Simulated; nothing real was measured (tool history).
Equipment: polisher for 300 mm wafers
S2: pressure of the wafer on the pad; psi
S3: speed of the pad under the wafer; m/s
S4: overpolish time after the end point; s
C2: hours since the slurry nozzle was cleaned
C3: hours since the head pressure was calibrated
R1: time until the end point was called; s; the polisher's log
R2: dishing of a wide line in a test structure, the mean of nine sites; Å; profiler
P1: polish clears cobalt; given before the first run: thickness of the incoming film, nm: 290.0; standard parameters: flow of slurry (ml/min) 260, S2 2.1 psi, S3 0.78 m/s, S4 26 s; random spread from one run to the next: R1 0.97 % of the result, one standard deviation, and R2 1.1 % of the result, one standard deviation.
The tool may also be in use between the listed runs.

Run 1, hour 7.7: flow of slurry (ml/min) 260, S2 2.1 psi, S3 0.78 m/s, S4 26 s; wafers polished on this pad 640; C2 521.4; C3 1037.3. Result: R1 72.54 s, R2 348.99 Å.
Run 2, hour 14.6: flow of slurry (ml/min) 330, S2 2.1 psi, S3 0.78 m/s, S4 26 s; wafers polished on this pad 715; C2 528.3; C3 1044.2. Result: R1 71.403 s, R2 352.73 Å.
Run 3, hour 26.8: flow of slurry (ml/min) 260, S2 1 psi, S3 0.78 m/s, S4 26 s; wafers polished on this pad 848; C2 540.5; C3 1056.4. Result: R1 149.13 s, R2 275.01 Å.
Run 4, hour 37.9: flow of slurry (ml/min) 260, S2 2.1 psi, S3 0.78 m/s, S4 26 s; wafers polished on this pad 969; C2 551.6; C3 1067.5. Result: R1 71.642 s, R2 345.91 Å.
Run 5, hour 44.4: flow of slurry (ml/min) 185, S2 2.1 psi, S3 0.78 m/s, S4 49 s; wafers polished on this pad 1040; C2 558.1; C3 1074. Result: R1 74.311 s, R2 369.66 Å.
Run 6, hour 52.4: flow of slurry (ml/min) 155, S2 2.1 psi, S3 0.78 m/s, S4 15 s; wafers polished on this pad 1128; C2 566.1; C3 1082. Result: R1 77.548 s, R2 284.91 Å.
Run 7, hour 62.1: flow of slurry (ml/min) 260, S2 2.1 psi, S3 0.78 m/s, S4 26 s; wafers polished on this pad 1233; C2 575.8; C3 1091.7. Result: R1 72.726 s, R2 346.49 Å.
Run 8, hour 73.8: flow of slurry (ml/min) 155, S2 2.1 psi, S3 0.78 m/s, S4 26 s; wafers polished on this pad 1361; C2 587.5; C3 1103.4. Result: R1 76.181 s, R2 337.07 Å.
Run 9, hour 85.1: flow of slurry (ml/min) 260, S2 2.1 psi, S3 1.16 m/s, S4 26 s; wafers polished on this pad 1484; C2 598.8; C3 1114.7. Result: R1 48.99 s, R2 363.71 Å.
Run 10, hour 96.8: flow of slurry (ml/min) 260, S2 2.1 psi, S3 0.78 m/s, S4 53 s; wafers polished on this pad 1612; C2 610.5; C3 1126.4. Result: R1 71.139 s, R2 373.61 Å.
Run 11, hour 107.8: flow of slurry (ml/min) 260, S2 2.1 psi, S3 0.78 m/s, S4 26 s; wafers polished on this pad 1732; C2 621.5; C3 1137.4. Result: R1 71.752 s, R2 343.1 Å.
Run 12, hour 119.7: flow of slurry (ml/min) 260, S2 2.1 psi, S3 0.78 m/s, S4 26 s; wafers polished on this pad 1862; C2 633.4; C3 1149.3. Result: R1 72.192 s, R2 345.51 Å.
Run 13, hour 128.8: flow of slurry (ml/min) 260, S2 2.1 psi, S3 0.78 m/s, S4 26 s; wafers polished on this pad 1961; C2 642.5; C3 1158.4. Result: R1 72.477 s, R2 346.96 Å.
Run 14, hour 137.3: flow of slurry (ml/min) 390, S2 2.1 psi, S3 0.78 m/s, S4 49 s; wafers polished on this pad 2054; C2 651; C3 1166.9. Result: R1 69.815 s, R2 374.03 Å.
Run 15, hour 143.6: flow of slurry (ml/min) 260, S2 2.1 psi, S3 0.78 m/s, S4 26 s; wafers polished on this pad 2122; C2 657.3; C3 1173.2. Result: R1 72.341 s, R2 345.36 Å.
Run 16, hour 149.3: flow of slurry (ml/min) 260, S2 2.8 psi, S3 0.78 m/s, S4 26 s; wafers polished on this pad 2185; C2 663; C3 1178.9. Result: R1 53.929 s, R2 351.38 Å.
Run 17, hour 157.7: flow of slurry (ml/min) 260, S2 2.1 psi, S3 0.36 m/s, S4 26 s; wafers polished on this pad 2276; C2 671.4; C3 1187.3. Result: R1 154.85 s, R2 271.96 Å.
Run 18, hour 169.8: flow of slurry (ml/min) 260, S2 2.1 psi, S3 0.78 m/s, S4 10 s; wafers polished on this pad 2408; C2 683.5; C3 1199.4. Result: R1 71.689 s, R2 239.47 Å.
Run 19, hour 176.9: flow of slurry (ml/min) 260, S2 2.1 psi, S3 0.78 m/s, S4 26 s; wafers polished on this pad 2486; C2 690.6; C3 1206.5. Result: R1 72.561 s, R2 343.49 Å.
Run 20, hour 183.6: flow of slurry (ml/min) 260, S2 2.1 psi, S3 0.78 m/s, S4 26 s; wafers polished on this pad 2559; C2 697.3; C3 1213.2. Result: R1 72.85 s, R2 352.56 Å.
Run 21, hour 193.6: flow of slurry (ml/min) 260, S2 2.1 psi, S3 0.78 m/s, S4 26 s; wafers polished on this pad 2668; C2 707.3; C3 1223.2. Result: R1 73.069 s, R2 345.98 Å.
Run 22, hour 200.6: flow of slurry (ml/min) 260, S2 2.1 psi, S3 0.78 m/s, S4 26 s; wafers polished on this pad 2744; C2 714.3; C3 1230.2. Result: R1 74.472 s, R2 343.07 Å.
At hour 203.4: head pressure recalibrated.
Run 23, hour 211.9: flow of slurry (ml/min) 260, S2 2.1 psi, S3 0.78 m/s, S4 26 s; wafers polished on this pad 2867; C2 725.6; C3 8.6. Result: R1 75.81 s, R2 338.32 Å.
Run 24, hour 221.8: flow of slurry (ml/min) 260, S2 2.1 psi, S3 0.78 m/s, S4 26 s; wafers polished on this pad 2975; C2 735.5; C3 18.5. Result: R1 76.307 s, R2 337.82 Å.
Run 25, hour 234.2: flow of slurry (ml/min) 260, S2 2.1 psi, S3 0.78 m/s, S4 26 s; wafers polished on this pad 3111; C2 747.9; C3 30.9. Result: R1 76.568 s, R2 349.2 Å.
Run 26, hour 240.5: flow of slurry (ml/min) 260, S2 2.1 psi, S3 0.78 m/s, S4 26 s; wafers polished on this pad 3179; C2 754.2; C3 37.2. Result: R1 76.061 s, R2 342.57 Å.
Run 27, hour 247.2: flow of slurry (ml/min) 260, S2 2.1 psi, S3 0.78 m/s, S4 26 s; wafers polished on this pad 3252; C2 760.9; C3 43.9. Result: R1 76.044 s, R2 346.48 Å.

What P1 gives has crept off from where it sat before. The 2 causes that follow fit the log equally well, each at the size noted:
A: slurry flow missing at the pad, % = 35.1
B: removal rate lost through wear of the pad, % = 5.39
The gradual shift began around hour 176.9.
Excluded causes, each with its reason:
head's pressure below its setpoint, %: serviced at hour 203.4, after the change had begun; the process did not return to its earlier output

Which of the check runs below tells the causes apart, meaning the causes would give it clearly different results? Each run uses 5 wafers whose results are averaged, and each result is shown as a question mark.
Run check 1, hour 253.9: flow of slurry (ml/min) 260, S2 1.1 psi, S3 0.78 m/s, S4 36 s. Result: R1 ?, R2 ?.
Run check 2, hour 253.9: flow of slurry (ml/min) 260, S2 2.1 psi, S3 0.78 m/s, S4 51 s. Result: R1 ?, R2 ?.
Run check 3, hour 253.9: flow of slurry (ml/min) 260, S2 2.1 psi, S3 1.02 m/s, S4 11 s. Result: R1 ?, R2 ?.
Run check 4, hour 253.9: flow of slurry (ml/min) 155, S2 2.1 psi, S3 0.78 m/s, S4 37 s. Result: R1 ?, R2 ?.

Outcome of each check run for each possible cause:
  check  result    if A    if B
check 1      R1  145.59  145.59
check 1      R2   318.6   318.6
check 2      R1  76.261  76.263
check 2      R2  367.98  367.98
check 3      R1  58.317  58.319
check 3      R2   282.7   282.7
check 4      R1  84.544  81.723
check 4      R2  357.37  358.77
Smallest distance between any two causes, each pair judged by its most separating result, in per cent: check 1 0 %; check 2 0 %; check 3 0 %; check 4 3.39 %
Of the check runs offered, only check 4 discriminates between the causes; the rest would read about the same regardless of which cause applies.

Running check 4 produced the following: R1 84.632 s; R2 356.75 Å. Which one of the listed causes fits?

Of the candidate causes, it is A: slurry flow missing at the pad, %.
